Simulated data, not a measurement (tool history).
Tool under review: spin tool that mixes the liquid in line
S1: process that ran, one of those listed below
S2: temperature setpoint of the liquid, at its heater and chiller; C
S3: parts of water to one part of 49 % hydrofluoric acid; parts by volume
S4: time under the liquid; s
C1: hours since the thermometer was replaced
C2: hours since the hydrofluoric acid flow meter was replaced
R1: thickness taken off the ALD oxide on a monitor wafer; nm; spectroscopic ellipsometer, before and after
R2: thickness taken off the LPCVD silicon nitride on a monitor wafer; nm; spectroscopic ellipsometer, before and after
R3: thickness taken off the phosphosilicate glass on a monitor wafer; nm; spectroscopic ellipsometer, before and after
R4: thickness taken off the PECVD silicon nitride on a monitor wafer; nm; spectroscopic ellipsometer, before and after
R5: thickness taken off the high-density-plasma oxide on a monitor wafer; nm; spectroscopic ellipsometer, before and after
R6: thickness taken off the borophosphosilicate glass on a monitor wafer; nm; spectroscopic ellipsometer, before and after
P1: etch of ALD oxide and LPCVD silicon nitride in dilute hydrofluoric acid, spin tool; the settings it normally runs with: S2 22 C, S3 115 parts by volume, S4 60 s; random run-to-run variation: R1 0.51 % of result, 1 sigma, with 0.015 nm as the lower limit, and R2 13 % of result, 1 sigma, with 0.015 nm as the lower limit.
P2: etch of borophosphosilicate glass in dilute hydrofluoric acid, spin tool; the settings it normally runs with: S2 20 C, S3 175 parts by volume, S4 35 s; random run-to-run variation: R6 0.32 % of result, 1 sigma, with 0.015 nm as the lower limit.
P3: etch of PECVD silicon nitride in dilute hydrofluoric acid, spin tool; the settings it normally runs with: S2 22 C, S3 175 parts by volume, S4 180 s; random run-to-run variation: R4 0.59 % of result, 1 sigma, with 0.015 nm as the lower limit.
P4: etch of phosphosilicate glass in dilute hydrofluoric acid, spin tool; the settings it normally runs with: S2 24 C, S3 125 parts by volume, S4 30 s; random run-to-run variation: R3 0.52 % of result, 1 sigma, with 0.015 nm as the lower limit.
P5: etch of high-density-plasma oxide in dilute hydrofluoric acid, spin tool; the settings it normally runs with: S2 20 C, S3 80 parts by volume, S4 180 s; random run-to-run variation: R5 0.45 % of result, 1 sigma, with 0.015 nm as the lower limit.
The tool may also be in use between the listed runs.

Run 1, hour 11.1: S1 P1, S2 22 C, S3 115 parts by volume, S4 60 s; C1 500.6; C2 430.9. Result: R1 13.916 nm, R2 0.22219 nm.
Run 2, hour 23.1: S1 P4, S2 17 C, S3 125 parts by volume, S4 30 s; C1 512.6; C2 442.9. Result: R3 12.721 nm.
Run 3, hour 38.1: S1 P1, S2 22 C, S3 115 parts by volume, S4 60 s; C1 527.6; C2 457.9. Result: R1 13.885 nm, R2 0.24593 nm.
Run 4, hour 48.9: S1 P4, S2 24 C, S3 125 parts by volume, S4 30 s; C1 538.4; C2 468.7. Result: R3 16.674 nm.
Run 5, hour 66.7: S1 P3, S2 22 C, S3 70 parts by volume, S4 180 s; C1 556.2; C2 486.5. Result: R4 12.375 nm.
Run 6, hour 82: S1 P5, S2 20 C, S3 80 parts by volume, S4 180 s; C1 571.5; C2 501.8. Result: R5 11.479 nm.
Run 7, hour 92.8: S1 P1, S2 22 C, S3 30 parts by volume, S4 60 s; C1 582.3; C2 512.6. Result: R1 58.729 nm, R2 0.80803 nm.
Run 8, hour 104.8: S1 P3, S2 22 C, S3 175 parts by volume, S4 180 s; C1 594.3; C2 524.6. Result: R4 5.0144 nm.
Run 9, hour 116.7: S1 P2, S2 20 C, S3 175 parts by volume, S4 15 s; C1 606.2; C2 536.5. Result: R6 3.9511 nm.
Run 10, hour 125.9: S1 P1, S2 28.5 C, S3 115 parts by volume, S4 30 s; C1 615.4; C2 545.7. Result: R1 9.024 nm, R2 0.15983 nm.
Run 11, hour 135.7: S1 P4, S2 24 C, S3 125 parts by volume, S4 65 s; C1 625.2; C2 555.5. Result: R3 36.098 nm.
Run 12, hour 150.7: S1 P2, S2 20 C, S3 175 parts by volume, S4 35 s; C1 640.2; C2 570.5. Result: R6 9.2964 nm.
Run 13, hour 167.8: S1 P1, S2 22 C, S3 115 parts by volume, S4 60 s; C1 657.3; C2 587.6. Result: R1 13.906 nm, R2 0.1671 nm.
Run 14, hour 182.2: S1 P1, S2 22 C, S3 115 parts by volume, S4 60 s; C1 671.7; C2 602. Result: R1 13.766 nm, R2 0.21392 nm.
Run 15, hour 191.6: S1 P1, S2 17 C, S3 115 parts by volume, S4 60 s; C1 681.1; C2 611.4. Result: R1 11.311 nm, R2 0.19288 nm.
Run 16, hour 208.3: S1 P5, S2 17 C, S3 80 parts by volume, S4 180 s; C1 697.8; C2 628.1. Result: R5 10.193 nm.
Run 17, hour 226: S1 P1, S2 22 C, S3 115 parts by volume, S4 100 s; C1 715.5; C2 645.8. Result: R1 23.107 nm, R2 0.35523 nm.
Run 18, hour 240: S1 P1, S2 27.5 C, S3 115 parts by volume, S4 110 s; C1 729.5; C2 659.8. Result: R1 31.507 nm, R2 0.56975 nm.
Run 19, hour 254.9: S1 P2, S2 17 C, S3 175 parts by volume, S4 35 s; C1 744.4; C2 674.7. Result: R6 8.2494 nm.
Run 20, hour 263.5: S1 P1, S2 22 C, S3 115 parts by volume, S4 60 s; C1 753; C2 683.3. Result: R1 14 nm, R2 0.23829 nm.
Run 21, hour 274: S1 P1, S2 22 C, S3 115 parts by volume, S4 60 s; C1 763.5; C2 693.8. Result: R1 13.78 nm, R2 0.2172 nm.
Run 22, hour 289.8: S1 P5, S2 20 C, S3 80 parts by volume, S4 310 s; C1 779.3; C2 709.6. Result: R5 19.83 nm.
Run 23, hour 307.8: S1 P5, S2 20 C, S3 35 parts by volume, S4 180 s; C1 797.3; C2 727.6. Result: R5 27.82 nm.
Run 24, hour 321.8: S1 P3, S2 22 C, S3 175 parts by volume, S4 15 s; C1 811.3; C2 741.6. Result: R4 0.4379 nm.
Run 25, hour 336.3: S1 P1, S2 22 C, S3 170 parts by volume, S4 60 s; C1 825.8; C2 756.1. Result: R1 8.8327 nm, R2 0.19838 nm.
Run 26, hour 353.8: S1 P2, S2 20 C, S3 255 parts by volume, S4 35 s; C1 843.3; C2 773.6. Result: R6 5.9148 nm.
Run 27, hour 361.7: S1 P1, S2 22 C, S3 115 parts by volume, S4 15 s; C1 851.2; C2 781.5. Result: R1 3.4821 nm, R2 0.071032 nm.
At hour 365.9: hydrofluoric acid flow meter replaced.
Run 28, hour 375.1: S1 P3, S2 27 C, S3 175 parts by volume, S4 180 s; C1 864.6; C2 9.3. Result: R4 6.8118 nm.
Run 29, hour 391: S1 P1, S2 29.5 C, S3 115 parts by volume, S4 60 s; C1 880.5; C2 25.2. Result: R1 18.54 nm, R2 0.30622 nm.
Run 30, hour 409.1: S1 P4, S2 24 C, S3 210 parts by volume, S4 30 s; C1 898.6; C2 43.3. Result: R3 9.0207 nm.
Run 31, hour 419.5: S1 P1, S2 22 C, S3 115 parts by volume, S4 60 s; C1 909; C2 53.7. Result: R1 13.952 nm, R2 0.24407 nm.
Run 32, hour 436.6: S1 P1, S2 22 C, S3 115 parts by volume, S4 60 s; C1 926.1; C2 70.8. Result: R1 14.362 nm, R2 0.23023 nm.
Run 33, hour 448.8: S1 P1, S2 22 C, S3 115 parts by volume, S4 60 s; C1 938.3; C2 83. Result: R1 14.415 nm, R2 0.29314 nm.
Run 34, hour 466.5: S1 P1, S2 22 C, S3 115 parts by volume, S4 60 s; C1 956; C2 100.7. Result: R1 14.547 nm, R2 0.16047 nm.
Run 35, hour 477.7: S1 P1, S2 22 C, S3 115 parts by volume, S4 60 s; C1 967.2; C2 111.9. Result: R1 14.641 nm, R2 0.2112 nm.
Run 36, hour 489.9: S1 P1, S2 22 C, S3 115 parts by volume, S4 60 s; C1 979.4; C2 124.1. Result: R1 14.661 nm, R2 0.17467 nm.
Run 37, hour 507.2: S1 P1, S2 22 C, S3 115 parts by volume, S4 60 s; C1 996.7; C2 141.4. Result: R1 14.652 nm, R2 0.227 nm.
Run 38, hour 521.6: S1 P1, S2 22 C, S3 115 parts by volume, S4 60 s; C1 1011.1; C2 155.8. Result: R1 14.7 nm, R2 0.19212 nm.
Run 39, hour 529.8: S1 P1, S2 22 C, S3 115 parts by volume, S4 60 s; C1 1019.3; C2 164. Result: R1 14.669 nm, R2 0.22902 nm.
Run 40, hour 539.9: S1 P1, S2 22 C, S3 115 parts by volume, S4 60 s; C1 1029.4; C2 174.1. Result: R1 14.657 nm, R2 0.25119 nm.
Run 41, hour 556.3: S1 P1, S2 22 C, S3 115 parts by volume, S4 60 s; C1 1045.8; C2 190.5. Result: R1 14.878 nm, R2 0.22237 nm.

The output of P1 has drifted from where it used to be. Each of the 2 causes below, taken at the size shown beside it, accounts for the log equally well:
A: hydrofluoric acid flow above the setpoint (%) = 5.33
B: liquid hotter than its thermometer reads (K) = 1.48
The onset of the drift is placed at about hour 419.5.

Which of the 4 check runs listed below, each an average over 2 wafers with its results shown as question marks, gives clearly different results under the different listed causes?
Run check 1, hour 572.7: S1 P3, S2 22 C, S3 175 parts by volume, S4 180 s. Result: R4 ?.
Run check 2, hour 572.7: S1 P5, S2 20 C, S3 80 parts by volume, S4 180 s. Result: R5 ?.
Run check 3, hour 572.7: S1 P4, S2 24 C, S3 125 parts by volume, S4 30 s. Result: R3 ?.
Run check 4, hour 572.7: S1 P2, S2 20 C, S3 175 parts by volume, S4 35 s. Result: R6 ?.

What every check run would give for each of its results, assuming each possible cause in turn:
  check  result    if A    if B
check 1      R4  5.2551  5.4949
check 2      R5  12.173  12.229
check 3      R3  17.663  17.622
check 4      R6  9.8798  9.8464
How far apart the two closest causes lie, in the result that separates them most: check 1 4.46 %; check 2 0.46 %; check 3 0.23 %; check 4 0.34 %
Only check 1 tells the causes apart: in the others they would give nearly the same result.

Here is what check 1 returned: R4 5.47 nm. Which cause is it?

It is B: liquid hotter than its thermometer reads (K).

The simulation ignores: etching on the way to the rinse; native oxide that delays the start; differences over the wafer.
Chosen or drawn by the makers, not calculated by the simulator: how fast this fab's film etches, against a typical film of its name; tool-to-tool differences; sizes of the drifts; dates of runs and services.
